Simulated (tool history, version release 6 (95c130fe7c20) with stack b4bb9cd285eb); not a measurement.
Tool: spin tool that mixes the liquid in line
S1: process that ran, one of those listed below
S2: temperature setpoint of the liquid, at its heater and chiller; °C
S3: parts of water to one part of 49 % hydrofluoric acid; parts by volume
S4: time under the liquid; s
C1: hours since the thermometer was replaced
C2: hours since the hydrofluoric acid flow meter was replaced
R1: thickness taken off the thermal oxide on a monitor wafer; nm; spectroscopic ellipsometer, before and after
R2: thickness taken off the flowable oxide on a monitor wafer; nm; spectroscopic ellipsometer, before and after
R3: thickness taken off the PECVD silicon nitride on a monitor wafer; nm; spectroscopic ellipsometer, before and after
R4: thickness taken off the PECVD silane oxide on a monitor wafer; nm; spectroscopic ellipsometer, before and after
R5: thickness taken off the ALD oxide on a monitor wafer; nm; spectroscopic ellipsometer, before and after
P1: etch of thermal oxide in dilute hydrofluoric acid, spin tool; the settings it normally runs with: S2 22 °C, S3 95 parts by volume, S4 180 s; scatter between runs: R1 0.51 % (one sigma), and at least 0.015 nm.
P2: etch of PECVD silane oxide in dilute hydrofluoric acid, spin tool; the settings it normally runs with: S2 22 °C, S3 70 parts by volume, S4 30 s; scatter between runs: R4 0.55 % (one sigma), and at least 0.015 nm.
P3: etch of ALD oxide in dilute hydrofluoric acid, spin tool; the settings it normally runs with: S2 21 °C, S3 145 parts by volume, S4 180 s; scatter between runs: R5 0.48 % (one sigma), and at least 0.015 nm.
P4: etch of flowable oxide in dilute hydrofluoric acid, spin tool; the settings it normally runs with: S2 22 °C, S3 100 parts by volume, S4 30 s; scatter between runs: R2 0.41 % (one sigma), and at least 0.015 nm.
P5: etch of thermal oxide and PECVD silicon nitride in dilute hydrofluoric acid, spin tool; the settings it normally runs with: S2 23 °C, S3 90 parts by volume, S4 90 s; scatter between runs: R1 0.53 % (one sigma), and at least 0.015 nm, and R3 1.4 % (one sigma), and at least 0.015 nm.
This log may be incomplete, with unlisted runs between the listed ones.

| run | day | S1 | S2 | S3 | S4 | C1 | C2 | R1 | R2 | R3 | R4 | R5 |
|---|---|---|---|---|---|---|---|---|---|---|---|---|
| 1 | 0.229 | P1 | 22 | 95 | 180 | 1098.9 | 163.9 | 8.2092 |  |  |  |  |
| 2 | 0.408 | P4 | 22 | 160 | 30 | 1103.2 | 168.2 |  | 6.6535 |  |  |  |
| 3 | 0.758 | P5 | 23 | 90 | 90 | 1111.6 | 176.6 | 4.7704 |  | 1.6165 |  |  |
| 4 | 1.079 | P1 | 27.5 | 95 | 180 | 1119.3 | 184.3 | 10.192 |  |  |  |  |
| 5 | 1.371 | P1 | 27.5 | 160 | 180 | 1126.3 | 191.3 | 5.6283 |  |  |  |  |
| 6 | 1.712 | P2 | 22 | 70 | 60 | 1134.5 | 199.5 |  |  |  | 22.276 |  |
| 7 | 1.921 | P2 | 22 | 70 | 30 | 1139.5 | 204.5 |  |  |  | 11.135 |  |
| 8 | 2.238 | P1 | 22 | 95 | 180 | 1147.1 | 212.1 | 8.2032 |  |  |  |  |
| 9 | 2.55 | P1 | 22 | 95 | 180 | 1154.6 | 219.6 | 8.1615 |  |  |  |  |
| 10 | 2.833 | P1 | 22 | 95 | 180 | 1161.4 | 226.4 | 8.2546 |  |  |  |  |
| 11 | 3.158 | P5 | 18.5 | 90 | 90 | 1169.2 | 234.2 | 3.957 |  | 1.1987 |  |  |
| 12 | 3.542 | P5 | 23 | 90 | 90 | 1178.4 | 243.4 | 4.8009 |  | 1.6201 |  |  |
| 13 | 3.883 | P1 | 22 | 55 | 180 | 1186.6 | 251.6 | 14.881 |  |  |  |  |
| 14 | 4.108 | P1 | 18 | 95 | 180 | 1192 | 257 | 7.0031 |  |  |  |  |
| 15 | 4.346 | P1 | 22 | 95 | 180 | 1197.7 | 262.7 | 8.243 |  |  |  |  |
| 16 | 4.567 | P5 | 23 | 90 | 165 | 1203 | 268 | 8.761 |  | 3.0309 |  |  |
| 17 | 4.883 | P1 | 26.5 | 95 | 105 | 1210.6 | 275.6 | 5.726 |  |  |  |  |
| 18 | 5.221 | P2 | 30 | 70 | 30 | 1218.7 | 283.7 |  |  |  | 15.11 |  |
| 19 | 5.546 | P5 | 23 | 35 | 90 | 1226.5 | 291.5 | 13.281 |  | 4.0762 |  |  |
| 20 | 5.858 | P3 | 21 | 245 | 180 | 1234 | 299 |  |  |  |  | 8.0217 |
| 21 | 6.204 | P1 | 22 | 95 | 180 | 1242.3 | 307.3 | 8.156 |  |  |  |  |

What will run 22 give?
| 22 | 6.596 | P4 | 22 | 100 | 15 | 1251.7 | 316.7 |  | ? |  |  |  |

R2: 5.689 nm
